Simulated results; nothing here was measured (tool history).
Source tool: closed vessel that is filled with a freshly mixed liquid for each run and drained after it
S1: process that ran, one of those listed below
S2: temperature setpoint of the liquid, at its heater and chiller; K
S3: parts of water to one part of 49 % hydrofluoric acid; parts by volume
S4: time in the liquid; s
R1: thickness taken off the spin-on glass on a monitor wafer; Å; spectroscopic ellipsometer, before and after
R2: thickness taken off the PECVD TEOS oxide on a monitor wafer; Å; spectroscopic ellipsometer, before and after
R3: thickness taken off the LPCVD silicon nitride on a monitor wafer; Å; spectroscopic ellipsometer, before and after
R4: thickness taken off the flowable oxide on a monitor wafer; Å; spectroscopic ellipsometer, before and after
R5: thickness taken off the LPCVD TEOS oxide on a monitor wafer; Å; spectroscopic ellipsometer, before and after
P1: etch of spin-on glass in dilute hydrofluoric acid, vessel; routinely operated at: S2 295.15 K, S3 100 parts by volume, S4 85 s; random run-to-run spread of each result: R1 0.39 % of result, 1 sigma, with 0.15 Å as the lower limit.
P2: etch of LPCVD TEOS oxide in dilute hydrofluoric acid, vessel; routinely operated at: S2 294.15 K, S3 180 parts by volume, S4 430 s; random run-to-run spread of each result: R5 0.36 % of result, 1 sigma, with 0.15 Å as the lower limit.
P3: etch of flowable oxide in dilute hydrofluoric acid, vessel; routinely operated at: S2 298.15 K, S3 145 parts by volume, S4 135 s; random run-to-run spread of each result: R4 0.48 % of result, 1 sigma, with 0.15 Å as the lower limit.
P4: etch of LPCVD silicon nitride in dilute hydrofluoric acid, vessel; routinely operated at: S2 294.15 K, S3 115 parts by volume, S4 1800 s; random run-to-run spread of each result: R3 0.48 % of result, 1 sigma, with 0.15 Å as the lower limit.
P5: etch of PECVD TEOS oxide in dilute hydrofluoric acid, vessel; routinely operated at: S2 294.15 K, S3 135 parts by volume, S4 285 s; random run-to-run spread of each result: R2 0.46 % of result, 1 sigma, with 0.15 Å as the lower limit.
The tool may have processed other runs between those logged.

{"run": 1, "hour": 2.9, "S1": "P1", "S2": 295.15, "S3": 100, "S4": 85, "R1": 318.19}
{"run": 2, "hour": 5.0, "S1": "P1", "S2": 290.15, "S3": 100, "S4": 85, "R1": 258.37}
{"run": 3, "hour": 8.4, "S1": "P5", "S2": 302.15, "S3": 135, "S4": 285, "R2": 209.36}
{"run": 4, "hour": 11.0, "S1": "P4", "S2": 294.15, "S3": 115, "S4": 530, "R3": 17.914}
{"run": 5, "hour": 15.3, "S1": "P1", "S2": 295.15, "S3": 100, "S4": 85, "R1": 319.13}
{"run": 6, "hour": 19.4, "S1": "P3", "S2": 302.15, "S3": 145, "S4": 135, "R4": 669.03}
{"run": 7, "hour": 23.5, "S1": "P4", "S2": 294.15, "S3": 25, "S4": 1800, "R3": 267.66}
{"run": 8, "hour": 26.0, "S1": "P1", "S2": 295.15, "S3": 100, "S4": 85, "R1": 317.16}
{"run": 9, "hour": 30.0, "S1": "P1", "S2": 295.15, "S3": 175, "S4": 85, "R1": 166.77}
{"run": 10, "hour": 34.4, "S1": "P2", "S2": 294.15, "S3": 260, "S4": 430, "R5": 235.74}
{"run": 11, "hour": 37.3, "S1": "P1", "S2": 301.15, "S3": 100, "S4": 145, "R1": 683.7}
{"run": 12, "hour": 41.2, "S1": "P1", "S2": 295.15, "S3": 100, "S4": 30, "R1": 112.74}
{"run": 13, "hour": 45.3, "S1": "P1", "S2": 300.15, "S3": 100, "S4": 85, "R1": 386.06}
{"run": 14, "hour": 47.6, "S1": "P1", "S2": 295.15, "S3": 100, "S4": 85, "R1": 319.16}
{"run": 15, "hour": 51.1, "S1": "P1", "S2": 295.15, "S3": 55, "S4": 145, "R1": 1042.3}
{"run": 16, "hour": 54.3, "S1": "P5", "S2": 294.15, "S3": 135, "S4": 485, "R2": 264.3}
{"run": 17, "hour": 58.1, "S1": "P5", "S2": 294.15, "S3": 135, "S4": 285, "R2": 155.27}
{"run": 18, "hour": 61.6, "S1": "P2", "S2": 298.15, "S3": 180, "S4": 430, "R5": 427.03}
{"run": 19, "hour": 65.6, "S1": "P1", "S2": 295.15, "S3": 60, "S4": 85, "R1": 554.49}
{"run": 20, "hour": 69.3, "S1": "P3", "S2": 298.15, "S3": 145, "S4": 225, "R4": 949.54}
{"run": 21, "hour": 71.7, "S1": "P2", "S2": 294.15, "S3": 180, "S4": 35, "R5": 29.616}
{"run": 22, "hour": 76.4, "S1": "P2", "S2": 294.15, "S3": 180, "S4": 430, "R5": 367.96}
{"run": 23, "hour": 78.7, "S1": "P4", "S2": 294.15, "S3": 115, "S4": 1800, "R3": 59.965}
{"run": 24, "hour": 82.1, "S1": "P3", "S2": 298.15, "S3": 85, "S4": 135, "R4": 1050.4}
{"run": 25, "hour": 86.8, "S1": "P3", "S2": 298.15, "S3": 145, "S4": 135, "R4": 575.24}
{"run": 26, "hour": 91.4, "S1": "P1", "S2": 295.15, "S3": 100, "S4": 135, "R1": 507.61}
{"run": 27, "hour": 94.4, "S1": "P4", "S2": 290.15, "S3": 115, "S4": 1800, "R3": 45.86}
{"run": 28, "hour": 98.6, "S1": "P5", "S2": 294.15, "S3": 215, "S4": 285, "R2": 89.706}
{"run": 29, "hour": 102.4, "S1": "P1", "S2": 295.15, "S3": 100, "S4": 85, "R1": 318.61}
{"run": 30, "hour": 107.0, "S1": "P1", "S2": 295.15, "S3": 100, "S4": 85, "R1": 331.58}
{"run": 31, "hour": 110.5, "S1": "P1", "S2": 295.15, "S3": 100, "S4": 85, "R1": 336.06}
{"run": 32, "hour": 114.2, "S1": "P1", "S2": 295.15, "S3": 100, "S4": 85, "R1": 338.76}
{"run": 33, "hour": 116.8, "S1": "P1", "S2": 295.15, "S3": 100, "S4": 85, "R1": 341.87}
{"run": 34, "hour": 121.6, "S1": "P1", "S2": 295.15, "S3": 100, "S4": 85, "R1": 342.0}
{"run": 35, "hour": 125.6, "S1": "P1", "S2": 295.15, "S3": 100, "S4": 85, "R1": 342.5}
{"run": 36, "hour": 129.3, "S1": "P1", "S2": 295.15, "S3": 100, "S4": 85, "R1": 342.74}

What P1 gives has crept away from where it was. These 2 causes fit the log equally well, each at the size given:
A: liquid hotter than its thermometer reads (K) = 1.88
B: hydrofluoric acid flow above the setpoint (%) = 6.96
The drift started at roughly hour 102.4.

Listed below are the offered check runs, one wafer per run, with question marks in place of results. For which of them would the causes give clearly different outcomes?
{"run": "check 1", "hour": 133.0, "S1": "P2", "S2": 294.15, "S3": 180, "S4": 430, "R5": "?"}
{"run": "check 2", "hour": 133.0, "S1": "P5", "S2": 294.15, "S3": 135, "S4": 285, "R2": "?"}
{"run": "check 3", "hour": 133.0, "S1": "P4", "S2": 294.15, "S3": 115, "S4": 1800, "R3": "?"}
{"run": "check 4", "hour": 133.0, "S1": "P3", "S2": 298.15, "S3": 145, "S4": 135, "R4": "?"}

What each check would give under each cause:
check=check_1 result=R5 if_A=393.940 if_B=396.870
check=check_2 result=R2 if_A=166.310 if_B=166.770
check=check_3 result=R3 if_A=68.364 if_B=64.422
check=check_4 result=R4 if_A=617.03 if_B=621.85
Smallest distance between any two causes, each pair judged by its most separating result, in per cent: check 1 0.74 %; check 2 0.27 %; check 3 5.94 %; check 4 0.78 %
Check 3 distinguishes between the causes, while the remaining checks would return nearly the same result for all of them.

Here is what check 3 returned: R3 64.190 Å. Which cause is it?

The cause is B: hydrofluoric acid flow above the setpoint (%).
